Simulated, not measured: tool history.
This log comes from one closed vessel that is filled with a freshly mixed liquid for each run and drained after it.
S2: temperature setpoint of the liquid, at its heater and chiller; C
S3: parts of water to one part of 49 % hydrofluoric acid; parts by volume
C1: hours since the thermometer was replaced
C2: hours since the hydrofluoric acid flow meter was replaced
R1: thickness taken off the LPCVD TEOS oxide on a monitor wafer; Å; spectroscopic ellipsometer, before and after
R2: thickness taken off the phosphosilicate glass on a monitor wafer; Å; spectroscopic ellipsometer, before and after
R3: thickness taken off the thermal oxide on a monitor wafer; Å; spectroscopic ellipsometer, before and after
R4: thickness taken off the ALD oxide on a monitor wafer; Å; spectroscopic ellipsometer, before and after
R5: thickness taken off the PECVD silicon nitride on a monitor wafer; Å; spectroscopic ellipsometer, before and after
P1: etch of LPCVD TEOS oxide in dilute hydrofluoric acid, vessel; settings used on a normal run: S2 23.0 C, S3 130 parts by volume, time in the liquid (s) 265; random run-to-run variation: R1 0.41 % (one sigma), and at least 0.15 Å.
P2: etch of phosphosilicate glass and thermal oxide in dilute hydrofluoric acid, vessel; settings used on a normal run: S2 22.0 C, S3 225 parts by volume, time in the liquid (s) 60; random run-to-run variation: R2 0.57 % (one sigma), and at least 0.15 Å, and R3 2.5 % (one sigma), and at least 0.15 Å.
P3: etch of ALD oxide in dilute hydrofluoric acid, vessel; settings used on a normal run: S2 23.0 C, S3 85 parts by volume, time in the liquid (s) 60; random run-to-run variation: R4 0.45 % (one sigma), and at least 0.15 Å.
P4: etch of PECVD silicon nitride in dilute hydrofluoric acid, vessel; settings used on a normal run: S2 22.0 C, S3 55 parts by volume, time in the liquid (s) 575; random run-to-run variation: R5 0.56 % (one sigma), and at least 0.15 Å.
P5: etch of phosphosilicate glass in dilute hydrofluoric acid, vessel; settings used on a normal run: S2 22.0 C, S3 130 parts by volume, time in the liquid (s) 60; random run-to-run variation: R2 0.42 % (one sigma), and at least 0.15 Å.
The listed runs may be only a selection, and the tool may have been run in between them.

Run 1, hour 4.1: process that ran P1, S2 23.0 C, S3 130 parts by volume, time in the liquid (s) 265; C1 397.9; C2 280.2. Result: R1 309.730 Å.
Run 2, hour 11.9: process that ran P2, S2 17.0 C, S3 225 parts by volume, time in the liquid (s) 60; C1 405.7; C2 288.0. Result: R2 198.53 Å, R3 9.0481 Å.
Run 3, hour 18.9: process that ran P1, S2 27.0 C, S3 130 parts by volume, time in the liquid (s) 265; C1 412.7; C2 295.0. Result: R1 362.870 Å.
At hour 21.7: thermometer replaced.
Run 4, hour 25.4: process that ran P1, S2 23.0 C, S3 130 parts by volume, time in the liquid (s) 265; C1 3.7; C2 301.5. Result: R1 307.940 Å.
Run 5, hour 32.4: process that ran P3, S2 23.0 C, S3 85 parts by volume, time in the liquid (s) 60; C1 10.7; C2 308.5. Result: R4 158.620 Å.
Run 6, hour 38.8: process that ran P4, S2 22.0 C, S3 55 parts by volume, time in the liquid (s) 575; C1 17.1; C2 314.9. Result: R5 194.42 Å.
Run 7, hour 46.4: process that ran P4, S2 17.0 C, S3 55 parts by volume, time in the liquid (s) 575; C1 24.7; C2 322.5. Result: R5 136.38 Å.
Run 8, hour 51.3: process that ran P5, S2 18.0 C, S3 130 parts by volume, time in the liquid (s) 60; C1 29.6; C2 327.4. Result: R2 462.46 Å.
Run 9, hour 57.1: process that ran P1, S2 23.0 C, S3 130 parts by volume, time in the liquid (s) 265; C1 35.4; C2 333.2. Result: R1 309.380 Å.
Run 10, hour 62.3: process that ran P1, S2 23.0 C, S3 130 parts by volume, time in the liquid (s) 475; C1 40.6; C2 338.4. Result: R1 553.760 Å.
Run 11, hour 69.2: process that ran P4, S2 22.0 C, S3 55 parts by volume, time in the liquid (s) 575; C1 47.5; C2 345.3. Result: R5 193.64 Å.
Run 12, hour 73.7: process that ran P3, S2 23.0 C, S3 150 parts by volume, time in the liquid (s) 60; C1 52.0; C2 349.8. Result: R4 83.687 Å.
Run 13, hour 80.4: process that ran P3, S2 23.0 C, S3 85 parts by volume, time in the liquid (s) 60; C1 58.7; C2 356.5. Result: R4 159.200 Å.
Run 14, hour 84.1: process that ran P5, S2 22.0 C, S3 20 parts by volume, time in the liquid (s) 60; C1 62.4; C2 360.2. Result: R2 4051.40 Å.
Run 15, hour 91.7: process that ran P4, S2 22.0 C, S3 55 parts by volume, time in the liquid (s) 870; C1 70.0; C2 367.8. Result: R5 292.69 Å.
Run 16, hour 96.9: process that ran P2, S2 22.0 C, S3 225 parts by volume, time in the liquid (s) 100; C1 75.2; C2 373.0. Result: R2 401.47 Å, R3 17.7970 Å.
Run 17, hour 101.6: process that ran P2, S2 22.0 C, S3 225 parts by volume, time in the liquid (s) 60; C1 79.9; C2 377.7. Result: R2 239.67 Å, R3 10.3370 Å.
Run 18, hour 108.8: process that ran P1, S2 23.0 C, S3 230 parts by volume, time in the liquid (s) 125; C1 87.1; C2 384.9. Result: R1 74.016 Å.
Run 19, hour 112.7: process that ran P4, S2 22.0 C, S3 20 parts by volume, time in the liquid (s) 575; C1 91.0; C2 388.8. Result: R5 511.52 Å.
Run 20, hour 118.8: process that ran P1, S2 23.0 C, S3 130 parts by volume, time in the liquid (s) 265; C1 97.1; C2 394.9. Result: R1 309.410 Å.
Run 21, hour 124.9: process that ran P1, S2 17.0 C, S3 130 parts by volume, time in the liquid (s) 265; C1 103.2; C2 401.0. Result: R1 242.680 Å.
Run 22, hour 131.2: process that ran P5, S2 22.0 C, S3 130 parts by volume, time in the liquid (s) 60; C1 109.5; C2 407.3. Result: R2 545.48 Å.
Run 23, hour 136.5: process that ran P1, S2 23.0 C, S3 130 parts by volume, time in the liquid (s) 150; C1 114.8; C2 412.6. Result: R1 176.690 Å.
Run 24, hour 143.2: process that ran P3, S2 27.5 C, S3 85 parts by volume, time in the liquid (s) 60; C1 121.5; C2 419.3. Result: R4 190.070 Å.
Run 25, hour 151.0: process that ran P2, S2 22.0 C, S3 110 parts by volume, time in the liquid (s) 60; C1 129.3; C2 427.1. Result: R2 552.47 Å, R3 23.9790 Å.
Run 26, hour 155.1: process that ran P1, S2 23.0 C, S3 220 parts by volume, time in the liquid (s) 265; C1 133.4; C2 431.2. Result: R1 166.410 Å.
Run 27, hour 159.4: process that ran P1, S2 23.0 C, S3 130 parts by volume, time in the liquid (s) 265; C1 137.7; C2 435.5. Result: R1 311.720 Å.
Run 28, hour 163.2: process that ran P1, S2 23.0 C, S3 80 parts by volume, time in the liquid (s) 265; C1 141.5; C2 439.3. Result: R1 540.160 Å.
Run 29, hour 167.8: process that ran P3, S2 23.0 C, S3 85 parts by volume, time in the liquid (s) 30; C1 146.1; C2 443.9. Result: R4 79.567 Å.
Run 30, hour 175.7: process that ran P1, S2 23.0 C, S3 30 parts by volume, time in the liquid (s) 105; C1 154.0; C2 451.8. Result: R1 605.310 Å.
Run 31, hour 181.8: process that ran P5, S2 22.0 C, S3 130 parts by volume, time in the liquid (s) 115; C1 160.1; C2 457.9. Result: R2 1043.20 Å.
Run 32, hour 188.8: process that ran P2, S2 22.0 C, S3 225 parts by volume, time in the liquid (s) 60; C1 167.1; C2 464.9. Result: R2 240.53 Å, R3 10.1200 Å.
Run 33, hour 194.4: process that ran P1, S2 23.0 C, S3 130 parts by volume, time in the liquid (s) 265; C1 172.7; C2 470.5. Result: R1 309.760 Å.
Run 34, hour 201.9: process that ran P1, S2 23.0 C, S3 130 parts by volume, time in the liquid (s) 265; C1 180.2; C2 478.0. Result: R1 318.610 Å.
Run 35, hour 208.3: process that ran P1, S2 23.0 C, S3 130 parts by volume, time in the liquid (s) 265; C1 186.6; C2 484.4. Result: R1 321.360 Å.
Run 36, hour 214.1: process that ran P1, S2 23.0 C, S3 130 parts by volume, time in the liquid (s) 265; C1 192.4; C2 490.2. Result: R1 325.850 Å.
Run 37, hour 217.7: process that ran P1, S2 23.0 C, S3 130 parts by volume, time in the liquid (s) 265; C1 196.0; C2 493.8. Result: R1 325.210 Å.
Run 38, hour 225.2: process that ran P1, S2 23.0 C, S3 130 parts by volume, time in the liquid (s) 265; C1 203.5; C2 501.3. Result: R1 328.350 Å.
Run 39, hour 229.9: process that ran P1, S2 23.0 C, S3 130 parts by volume, time in the liquid (s) 265; C1 208.2; C2 506.0. Result: R1 327.120 Å.
Run 40, hour 237.7: process that ran P1, S2 23.0 C, S3 130 parts by volume, time in the liquid (s) 265; C1 216.0; C2 513.8. Result: R1 328.180 Å.
Run 41, hour 242.1: process that ran P1, S2 23.0 C, S3 130 parts by volume, time in the liquid (s) 265; C1 220.4; C2 518.2. Result: R1 332.250 Å.
Run 42, hour 250.3: process that ran P1, S2 23.0 C, S3 130 parts by volume, time in the liquid (s) 265; C1 228.6; C2 526.4. Result: R1 331.720 Å.
Run 43, hour 258.3: process that ran P1, S2 23.0 C, S3 130 parts by volume, time in the liquid (s) 265; C1 236.6; C2 534.4. Result: R1 331.770 Å.

P1 no longer gives what it gave before; its output has crept away from where it was. The following 2 causes, each at its listed size, fit the log equally well:
A: liquid hotter than its thermometer reads (K) = 1.66
B: hydrofluoric acid flow above the setpoint (%) = 5.79
The onset of the drift is placed at about hour 194.4.

Each of the 4 check runs below uses one wafer; its results are left as question marks. Which run tells the causes apart?
Run check 1, hour 266.3: process that ran P5, S2 22.0 C, S3 130 parts by volume, time in the liquid (s) 110. Result: R2 ?.
Run check 2, hour 266.3: process that ran P4, S2 17.0 C, S3 55 parts by volume, time in the liquid (s) 575. Result: R5 ?.
Run check 3, hour 266.3: process that ran P3, S2 23.0 C, S3 110 parts by volume, time in the liquid (s) 40. Result: R4 ?.
Run check 4, hour 266.3: process that ran P2, S2 22.0 C, S3 225 parts by volume, time in the liquid (s) 95. Result: R2 ?, R3 ?.

What each check would give under each cause:
  check  result     if A     if B
check 1      R2  1063.60  1062.80
check 2      R5   153.65   144.35
check 3      R4   85.040   84.873
check 4      R2   404.14   407.18
check 4      R3  17.5710  17.7030
Gap, in per cent, between the two causes that each check separates least, read from the result that separates them most: check 1 0.07 %; check 2 6.25 %; check 3 0.2 %; check 4 0.75 %
Of the check runs offered, only check 2 discriminates between the causes; the rest would read about the same regardless of which cause applies.

Here is what check 2 returned: R5 151.82 Å. Which cause is it?

The cause is A: liquid hotter than its thermometer reads (K).
